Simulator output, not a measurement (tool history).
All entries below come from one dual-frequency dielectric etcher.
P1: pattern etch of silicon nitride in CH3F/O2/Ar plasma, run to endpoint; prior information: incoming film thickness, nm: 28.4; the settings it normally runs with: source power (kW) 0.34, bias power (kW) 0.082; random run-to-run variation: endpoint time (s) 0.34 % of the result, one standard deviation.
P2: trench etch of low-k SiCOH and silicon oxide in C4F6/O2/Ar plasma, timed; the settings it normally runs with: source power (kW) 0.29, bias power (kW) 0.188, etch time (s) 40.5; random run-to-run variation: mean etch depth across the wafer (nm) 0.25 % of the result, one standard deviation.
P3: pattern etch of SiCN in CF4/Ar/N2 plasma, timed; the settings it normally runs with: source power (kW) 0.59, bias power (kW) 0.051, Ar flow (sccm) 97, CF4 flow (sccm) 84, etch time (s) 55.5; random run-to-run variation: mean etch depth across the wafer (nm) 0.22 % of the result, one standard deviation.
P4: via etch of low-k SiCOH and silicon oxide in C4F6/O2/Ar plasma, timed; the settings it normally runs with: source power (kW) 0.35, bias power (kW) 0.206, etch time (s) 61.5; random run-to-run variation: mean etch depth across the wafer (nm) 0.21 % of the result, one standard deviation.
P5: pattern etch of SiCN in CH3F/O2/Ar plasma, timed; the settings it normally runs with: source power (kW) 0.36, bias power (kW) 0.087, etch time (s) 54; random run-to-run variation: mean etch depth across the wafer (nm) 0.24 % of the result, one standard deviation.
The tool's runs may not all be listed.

run	hour	process that ran	source power (kW)	bias power (kW)	Ar flow (sccm)	CF4 flow (sccm)	etch time (s)	hours since the last wet clean	hours since the last source power generator calibration	hours since the last bias power generator calibration	endpoint time (s)	mean etch depth across the wafer (nm)
1	4.2	P1	0.34	0.082				306.3	612.8	2902.7	41.809	
2	6.6	P3	0.59	0.035	97	84	55.5	308.7	615.2	2905.1		51.289
3	12	P2	0.29	0.188			40.5	314.1	620.6	2910.5		115.72
4	14.4	P5	0.36	0.087			54	316.5	623	2912.9		20.464
5	17.1	P5	0.36	0.087			41	319.2	625.7	2915.6		15.616
6	19.6	P1	0.34	0.082				321.7	628.2	2918.1	41.407	
7	22.5	P1	0.34	0.082				324.6	631.1	2921	41.837	
8	26.4	P1	0.26	0.082				328.5	635	2924.9	45.981	
9	30.3	P2	0.19	0.188			40.5	332.4	638.9	2928.8		98.455
10	34.2	P5	0.36	0.067			54	336.3	642.8	2932.7		18.783
11	38.7	P1	0.34	0.103				340.8	647.3	2937.2	38.21	
12	42.5	P1	0.41	0.082				344.6	651.1	2941	38.799	
13	46.1	P3	0.59	0.051	119	84	55.5	348.2	654.7	2944.6		55.511
14	51.4	P3	0.59	0.051	97	84	55.5	353.5	660	2949.9		57.373
15	56.3	P3	0.59	0.051	97	84	55.5	358.4	664.9	2954.8		57.205
16	59.8	P1	0.34	0.082				361.9	668.4	2958.3	41.697	
17	64.7	P3	0.59	0.051	97	64	55.5	366.8	673.3	2963.2		54.758
18	68.6	P4	0.35	0.206			61.5	370.7	677.2	2967.1		169.43
19	72	P1	0.4	0.105				374.1	680.6	2970.5	35.796	
20	76.8	P1	0.34	0.082				378.9	685.4	2975.3	41.612	
21	80.7	P4	0.46	0.206			61.5	382.8	689.3	2979.2		187.99
22	86.1	P1	0.24	0.053				388.2	694.7	2984.6	55.184	
# hour 86.4: bias power generator calibrated
23	91.5	P5	0.28	0.087			54	393.6	700.1	5.2		18.744
24	95.1	P4	0.35	0.206			81	397.2	703.7	8.8		223.32
25	99.9	P3	0.59	0.051	97	84	43.5	402	708.5	13.6		44.939
26	102.3	P1	0.34	0.057				404.4	710.9	16	47.327	
27	105.2	P3	0.76	0.051	97	84	55.5	407.3	713.8	18.9		72.183
28	108.5	P2	0.29	0.139			40.5	410.6	717.1	22.2		105.32
29	112.2	P1	0.34	0.082				414.3	720.8	25.9	41.552	
30	115	P4	0.35	0.163			61.5	417.1	723.6	28.7		157.4
31	119.9	P2	0.29	0.188			54.5	422	728.5	33.6		156.04
32	123.3	P1	0.44	0.051				425.4	731.9	37	44.472	
33	128.6	P1	0.34	0.082				430.7	737.2	42.3	41.762	
34	131.2	P1	0.34	0.082				433.3	739.8	44.9	41.918	
35	134.5	P1	0.34	0.082				436.6	743.1	48.2	41.905	
36	137.5	P1	0.34	0.082				439.6	746.1	51.2	42.358	
# hour 140.4: wet clean of the chamber
37	141.2	P1	0.34	0.082				0.8	749.8	54.9	42.307	
38	144.8	P1	0.34	0.082				4.4	753.4	58.5	42.374	
39	148.2	P1	0.34	0.082				7.8	756.8	61.9	42.115	
40	152.5	P1	0.34	0.082				12.1	761.1	66.2	42.489	

The log shows P1 creeping away from where it was. Any of the 2 causes listed here, at the size stated for it, fits the log just as well as the others:
A: bias power that arrives under what is set, % = 4.66
B: source power that arrives under what is set, % = 4.42
The process output started creeping at around hour 128.6.
Why every other cause is out:
chamber walls in a state that lowers the etch rate, %: its service at hour 140.4 followed the start of the drift and did not put the process back to its old value

4 check runs are offered, one wafer each, their results left as question marks. Which one tells the causes apart?
check 1	156.8	P3	0.59	0.051	97	84	55.5					?
check 2	156.8	P2	0.29	0.188			40.5					?
check 3	156.8	P5	0.36	0.087			54					?
check 4	156.8	P4	0.35	0.206			61.5					?

Check results expected under each cause:
check	result	if A	if B
check 1	mean etch depth across the wafer (nm)	56.57	55.115
check 2	mean etch depth across the wafer (nm)	114.35	114.13
check 3	mean etch depth across the wafer (nm)	20.228	20.244
check 4	mean etch depth across the wafer (nm)	166.54	166.23
Per check, the gap between the least separated pair of causes, taken in the result that splits them most: check 1 2.61 %; check 2 0.19 %; check 3 0.08 %; check 4 0.18 %
Only in check 1 would the causes give clearly different results; in the remaining checks their results would be nearly the same.

Running check 1 produced the following: mean etch depth across the wafer (nm) 56.681. Which one of the listed causes fits?

The cause is A: bias power that arrives under what is set, %.
